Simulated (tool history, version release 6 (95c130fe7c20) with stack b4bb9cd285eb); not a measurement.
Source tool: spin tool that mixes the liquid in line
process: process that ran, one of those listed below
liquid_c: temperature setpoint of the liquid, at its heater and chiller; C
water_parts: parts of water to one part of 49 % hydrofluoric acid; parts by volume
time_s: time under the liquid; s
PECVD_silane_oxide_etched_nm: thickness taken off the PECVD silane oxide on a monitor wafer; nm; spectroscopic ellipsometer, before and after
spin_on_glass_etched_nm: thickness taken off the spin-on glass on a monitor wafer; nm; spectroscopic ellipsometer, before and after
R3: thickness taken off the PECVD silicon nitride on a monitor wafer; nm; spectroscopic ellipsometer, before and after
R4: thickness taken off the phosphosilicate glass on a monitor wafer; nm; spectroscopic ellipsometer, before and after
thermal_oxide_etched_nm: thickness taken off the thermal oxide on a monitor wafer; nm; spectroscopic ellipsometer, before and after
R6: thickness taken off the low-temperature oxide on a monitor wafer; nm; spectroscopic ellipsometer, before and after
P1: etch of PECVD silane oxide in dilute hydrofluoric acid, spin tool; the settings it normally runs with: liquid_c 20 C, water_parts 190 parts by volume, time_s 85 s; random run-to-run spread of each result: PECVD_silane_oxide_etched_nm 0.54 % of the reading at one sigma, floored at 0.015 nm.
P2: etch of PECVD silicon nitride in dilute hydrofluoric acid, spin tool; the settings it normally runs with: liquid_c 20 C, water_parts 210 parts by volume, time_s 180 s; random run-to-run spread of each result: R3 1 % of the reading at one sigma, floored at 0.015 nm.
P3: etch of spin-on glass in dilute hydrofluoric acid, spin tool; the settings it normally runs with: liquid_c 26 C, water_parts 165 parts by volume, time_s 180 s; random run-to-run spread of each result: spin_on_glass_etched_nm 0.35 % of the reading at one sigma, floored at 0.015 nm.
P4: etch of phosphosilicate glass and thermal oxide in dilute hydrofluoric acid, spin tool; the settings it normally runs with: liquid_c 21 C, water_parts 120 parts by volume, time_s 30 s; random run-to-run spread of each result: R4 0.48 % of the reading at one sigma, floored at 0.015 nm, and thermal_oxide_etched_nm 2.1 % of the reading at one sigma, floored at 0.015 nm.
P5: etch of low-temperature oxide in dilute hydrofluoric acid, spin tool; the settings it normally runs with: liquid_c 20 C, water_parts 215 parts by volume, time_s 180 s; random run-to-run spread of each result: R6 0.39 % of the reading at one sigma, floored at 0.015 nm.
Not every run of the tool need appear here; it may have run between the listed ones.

{"run": 1, "hour": 7.5, "process": "P1", "liquid_c": 20, "water_parts": 190, "time_s": 85, "PECVD_silane_oxide_etched_nm": 12.8}
{"run": 2, "hour": 14.4, "process": "P1", "liquid_c": 17, "water_parts": 280, "time_s": 85, "PECVD_silane_oxide_etched_nm": 7.189}
{"run": 3, "hour": 21.2, "process": "P1", "liquid_c": 20, "water_parts": 190, "time_s": 85, "PECVD_silane_oxide_etched_nm": 12.838}
{"run": 4, "hour": 26.7, "process": "P1", "liquid_c": 20, "water_parts": 100, "time_s": 85, "PECVD_silane_oxide_etched_nm": 27.063}
{"run": 5, "hour": 37.2, "process": "P3", "liquid_c": 26, "water_parts": 280, "time_s": 180, "spin_on_glass_etched_nm": 15.854}
{"run": 6, "hour": 46.4, "process": "P2", "liquid_c": 20, "water_parts": 310, "time_s": 180, "R3": 1.3639}
{"run": 7, "hour": 53.6, "process": "P3", "liquid_c": 26, "water_parts": 165, "time_s": 180, "spin_on_glass_etched_nm": 30.743}
{"run": 8, "hour": 64.0, "process": "P4", "liquid_c": 21, "water_parts": 120, "time_s": 30, "R4": 27.481, "thermal_oxide_etched_nm": 0.99247}
{"run": 9, "hour": 71.6, "process": "P1", "liquid_c": 20, "water_parts": 190, "time_s": 85, "PECVD_silane_oxide_etched_nm": 12.723}
{"run": 10, "hour": 81.7, "process": "P1", "liquid_c": 20, "water_parts": 190, "time_s": 140, "PECVD_silane_oxide_etched_nm": 21.339}
{"run": 11, "hour": 87.5, "process": "P5", "liquid_c": 20, "water_parts": 215, "time_s": 305, "R6": 11.633}
{"run": 12, "hour": 96.5, "process": "P1", "liquid_c": 17, "water_parts": 190, "time_s": 85, "PECVD_silane_oxide_etched_nm": 11.477}
{"run": 13, "hour": 102.3, "process": "P1", "liquid_c": 20, "water_parts": 190, "time_s": 85, "PECVD_silane_oxide_etched_nm": 12.986}
{"hour": 103.4, "done": "thermometer replaced"}
{"run": 14, "hour": 111.1, "process": "P1", "liquid_c": 27.5, "water_parts": 190, "time_s": 85, "PECVD_silane_oxide_etched_nm": 16.974}
{"run": 15, "hour": 116.8, "process": "P2", "liquid_c": 20, "water_parts": 210, "time_s": 180, "R3": 2.0043}
{"run": 16, "hour": 125.5, "process": "P1", "liquid_c": 20, "water_parts": 190, "time_s": 30, "PECVD_silane_oxide_etched_nm": 4.5401}
{"run": 17, "hour": 132.3, "process": "P5", "liquid_c": 26, "water_parts": 215, "time_s": 180, "R6": 8.6078}
{"run": 18, "hour": 140.8, "process": "P3", "liquid_c": 32.5, "water_parts": 165, "time_s": 180, "spin_on_glass_etched_nm": 38.567}
{"run": 19, "hour": 148.7, "process": "P1", "liquid_c": 20, "water_parts": 190, "time_s": 85, "PECVD_silane_oxide_etched_nm": 12.911}
{"run": 20, "hour": 158.1, "process": "P3", "liquid_c": 26, "water_parts": 165, "time_s": 75, "spin_on_glass_etched_nm": 12.853}
{"run": 21, "hour": 163.1, "process": "P5", "liquid_c": 20, "water_parts": 390, "time_s": 180, "R6": 3.2395}
{"run": 22, "hour": 170.4, "process": "P3", "liquid_c": 26, "water_parts": 165, "time_s": 180, "spin_on_glass_etched_nm": 30.724}
{"run": 23, "hour": 180.4, "process": "P4", "liquid_c": 21, "water_parts": 120, "time_s": 30, "R4": 27.464, "thermal_oxide_etched_nm": 0.97889}
{"run": 24, "hour": 188.4, "process": "P2", "liquid_c": 20, "water_parts": 210, "time_s": 300, "R3": 3.3849}
{"run": 25, "hour": 195.5, "process": "P2", "liquid_c": 20, "water_parts": 210, "time_s": 180, "R3": 2.0192}
{"run": 26, "hour": 205.4, "process": "P1", "liquid_c": 20, "water_parts": 290, "time_s": 85, "PECVD_silane_oxide_etched_nm": 7.6573}
{"run": 27, "hour": 210.8, "process": "P5", "liquid_c": 20, "water_parts": 215, "time_s": 180, "R6": 6.8479}
{"run": 28, "hour": 221.6, "process": "P4", "liquid_c": 29.5, "water_parts": 120, "time_s": 30, "R4": 38.625, "thermal_oxide_etched_nm": 1.3594}
{"run": 29, "hour": 227.0, "process": "P1", "liquid_c": 20, "water_parts": 190, "time_s": 85, "PECVD_silane_oxide_etched_nm": 12.77}
{"run": 30, "hour": 235.5, "process": "P4", "liquid_c": 21, "water_parts": 165, "time_s": 30, "R4": 19.274, "thermal_oxide_etched_nm": 0.67642}
{"run": 31, "hour": 242.0, "process": "P4", "liquid_c": 21, "water_parts": 120, "time_s": 60, "R4": 54.694, "thermal_oxide_etched_nm": 2.0106}
{"run": 32, "hour": 252.5, "process": "P2", "liquid_c": 25, "water_parts": 210, "time_s": 180, "R3": 2.8117}
{"run": 33, "hour": 260.2, "process": "P1", "liquid_c": 20, "water_parts": 190, "time_s": 85, "PECVD_silane_oxide_etched_nm": 12.784}
{"run": 34, "hour": 268.1, "process": "P1", "liquid_c": 20, "water_parts": 190, "time_s": 85, "PECVD_silane_oxide_etched_nm": 12.437}
{"run": 35, "hour": 276.3, "process": "P1", "liquid_c": 20, "water_parts": 190, "time_s": 85, "PECVD_silane_oxide_etched_nm": 12.225}
{"run": 36, "hour": 286.2, "process": "P1", "liquid_c": 20, "water_parts": 190, "time_s": 85, "PECVD_silane_oxide_etched_nm": 12.107}
{"run": 37, "hour": 294.0, "process": "P1", "liquid_c": 20, "water_parts": 190, "time_s": 85, "PECVD_silane_oxide_etched_nm": 11.853}
{"run": 38, "hour": 299.0, "process": "P1", "liquid_c": 20, "water_parts": 190, "time_s": 85, "PECVD_silane_oxide_etched_nm": 11.92}
{"run": 39, "hour": 306.4, "process": "P1", "liquid_c": 20, "water_parts": 190, "time_s": 85, "PECVD_silane_oxide_etched_nm": 12.078}
{"run": 40, "hour": 315.1, "process": "P1", "liquid_c": 20, "water_parts": 190, "time_s": 85, "PECVD_silane_oxide_etched_nm": 12.044}

The log shows P1 creeping away from where it was. Any of the 2 causes listed here, at the size stated for it, fits the log just as well as the others:
A: hydrofluoric acid flow below the setpoint (%) = 5.83
B: liquid colder than its thermometer reads (K) = 1.83
The onset of the drift is placed at about hour 260.2.

Of the 4 check runs below, each run on 3 wafers with the results averaged and each result still a question mark, which one would tell the listed causes apart?
{"run": "check 1", "hour": 323.8, "process": "P4", "liquid_c": 21, "water_parts": 120, "time_s": 30, "R4": "?", "thermal_oxide_etched_nm": "?"}
{"run": "check 2", "hour": 323.8, "process": "P2", "liquid_c": 20, "water_parts": 210, "time_s": 180, "R3": "?"}
{"run": "check 3", "hour": 323.8, "process": "P5", "liquid_c": 20, "water_parts": 215, "time_s": 180, "R6": "?"}
{"run": "check 4", "hour": 323.8, "process": "P3", "liquid_c": 26, "water_parts": 165, "time_s": 180, "spin_on_glass_etched_nm": "?"}

Predicted outcomes, by check and by cause:
check=check_1 result=R4 if_A=25.809 if_B=25.658
check=check_1 result=thermal_oxide_etched_nm if_A=0.92372 if_B=0.91831
check=check_2 result=R3 if_A=1.9037 if_B=1.7885
check=check_3 result=R6 if_A=6.3895 if_B=6.4028
check=check_4 result=spin_on_glass_etched_nm if_A=28.51 if_B=28.611
Separation of the two closest causes in each check, using whichever result separates them best: check 1 0.59 %; check 2 6.24 %; check 3 0.21 %; check 4 0.36 %
Only check 2 tells the causes apart: in the others they would give nearly the same result.

Check 2 was carried out, with these results: R3 1.7994 nm. Which of the listed causes is responsible?

It is B: liquid colder than its thermometer reads (K).
